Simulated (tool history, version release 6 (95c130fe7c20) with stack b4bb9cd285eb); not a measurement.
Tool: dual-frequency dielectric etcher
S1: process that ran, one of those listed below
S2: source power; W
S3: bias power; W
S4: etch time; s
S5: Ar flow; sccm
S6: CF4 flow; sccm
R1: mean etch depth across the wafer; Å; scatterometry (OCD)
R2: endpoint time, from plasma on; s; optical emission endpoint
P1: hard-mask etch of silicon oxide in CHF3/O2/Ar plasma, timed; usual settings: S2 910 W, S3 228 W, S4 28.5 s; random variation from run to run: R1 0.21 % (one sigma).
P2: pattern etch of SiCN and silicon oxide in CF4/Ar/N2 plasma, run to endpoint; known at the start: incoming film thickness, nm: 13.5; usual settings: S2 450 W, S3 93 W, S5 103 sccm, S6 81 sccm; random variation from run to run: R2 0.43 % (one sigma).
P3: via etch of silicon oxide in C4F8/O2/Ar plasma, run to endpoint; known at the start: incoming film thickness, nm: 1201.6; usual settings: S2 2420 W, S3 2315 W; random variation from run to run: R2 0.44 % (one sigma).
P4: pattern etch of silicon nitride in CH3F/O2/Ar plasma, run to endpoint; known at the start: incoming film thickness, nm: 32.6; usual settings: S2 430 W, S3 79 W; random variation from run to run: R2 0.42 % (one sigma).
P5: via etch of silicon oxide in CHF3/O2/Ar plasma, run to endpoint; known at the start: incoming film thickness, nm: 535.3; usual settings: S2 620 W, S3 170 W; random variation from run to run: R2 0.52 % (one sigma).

| run | day | S1 | S2 | S3 | S4 | S5 | S6 | R1 | R2 |
|---|---|---|---|---|---|---|---|---|---|
| 1 | 0.15 | P1 | 910 | 228 | 28.5 |  |  | 706.41 |  |
| 2 | 0.425 | P1 | 910 | 228 | 28.5 |  |  | 705.13 |  |
| 3 | 0.575 | P2 | 450 | 93 |  | 103 | 81 |  | 13.914 |
| 4 | 0.775 | P3 | 2420 | 1500 |  |  |  |  | 236.27 |
| 5 | 0.921 | P2 | 450 | 93 |  | 103 | 101 |  | 13.647 |
| 6 | 1.108 | P2 | 450 | 58 |  | 103 | 81 |  | 16.367 |
| 7 | 1.421 | P1 | 910 | 228 | 28.5 |  |  | 705.3 |  |
| 8 | 1.696 | P1 | 910 | 228 | 28.5 |  |  | 706.44 |  |
| 9 | 1.983 | P2 | 450 | 93 |  | 84 | 81 |  | 13.67 |
| 10 | 2.138 | P5 | 620 | 170 |  |  |  |  | 266.73 |
| 11 | 2.462 | P4 | 430 | 79 |  |  |  |  | 46.17 |
| 12 | 2.625 | P1 | 1180 | 148 | 28.5 |  |  | 680.61 |  |
| 13 | 2.858 | P1 | 910 | 228 | 20 |  |  | 495.04 |  |
| 14 | 3.15 | P3 | 2420 | 2315 |  |  |  |  | 209.79 |
| 15 | 3.292 | P1 | 1150 | 228 | 41.5 |  |  | 1125.9 |  |
| 16 | 3.462 | P4 | 540 | 79 |  |  |  |  | 42.051 |
| 17 | 3.608 | P2 | 550 | 93 |  | 103 | 81 |  | 11.695 |
| 18 | 3.871 | P5 | 850 | 170 |  |  |  |  | 232.79 |
| 19 | 4.125 | P1 | 1170 | 228 | 28.5 |  |  | 778.41 |  |
| 20 | 4.446 | P4 | 430 | 79 |  |  |  |  | 46.076 |
| 21 | 4.7 | P1 | 560 | 228 | 28.5 |  |  | 588.66 |  |
| 22 | 4.933 | P1 | 910 | 158 | 28.5 |  |  | 623.95 |  |
| 23 | 5.075 | P1 | 910 | 316 | 28.5 |  |  | 794.38 |  |
| 24 | 5.346 | P4 | 430 | 101 |  |  |  |  | 42.325 |
| 25 | 5.558 | P1 | 910 | 228 | 39 |  |  | 962.48 |  |
| 26 | 5.725 | P5 | 620 | 108 |  |  |  |  | 303.85 |
| 27 | 5.971 | P3 | 3390 | 2315 |  |  |  |  | 183.95 |
| 28 | 6.129 | P1 | 910 | 228 | 28.5 |  |  | 705.56 |  |
| 29 | 6.321 | P1 | 910 | 228 | 28.5 |  |  | 701.99 |  |
| 30 | 6.488 | P1 | 910 | 228 | 28.5 |  |  | 700.52 |  |
| 31 | 6.646 | P1 | 910 | 228 | 28.5 |  |  | 698.8 |  |
|  | 6.733 | wet clean of the chamber |
| 32 | 6.958 | P1 | 910 | 228 | 28.5 |  |  | 695.2 |  |
| 33 | 7.217 | P1 | 910 | 228 | 28.5 |  |  | 697.42 |  |
| 34 | 7.45 | P1 | 910 | 228 | 28.5 |  |  | 697.08 |  |
| 35 | 7.738 | P1 | 910 | 228 | 28.5 |  |  | 694.94 |  |

What P1 gives has crept away from where it was. These 2 causes fit the log equally well, each at the size given:
A: bias power that arrives under what is set, % = 4.48
B: source power that arrives under what is set, % = 4.02
The creep began at about day 6.129.
Why every other cause is out:
chamber walls in a state that lowers the etch rate, %: serviced at day 6.733, which brought nothing back

4 check runs are offered, each on 3 wafers whose results are averaged, their results left as question marks. Which one tells the causes apart?
| check 1 | 8.025 | P5 | 620 | 170 |  |  |  |  | ? |
| check 2 | 8.025 | P2 | 450 | 93 |  | 103 | 81 |  | ? |
| check 3 | 8.025 | P4 | 430 | 79 |  |  |  |  | ? |
| check 4 | 8.025 | P3 | 2420 | 2315 |  |  |  |  | ? |

What each check would give under each cause:
| check | result | if A | if B |
|---|---|---|---|
| check 1 | R2 | 267.95 | 268.12 |
| check 2 | R2 | 14.208 | 14.496 |
| check 3 | R2 | 46.634 | 46.616 |
| check 4 | R2 | 212.1 | 212.74 |
How far apart the two closest causes lie, in the result that separates them most: check 1 0.06 %; check 2 2.01 %; check 3 0.04 %; check 4 0.3 %
Only check 2 tells the causes apart: in the others they would give nearly the same result.

Then check 2 was run and gave: R2 14.285 s. Which cause is it?

It is A: bias power that arrives under what is set, %.
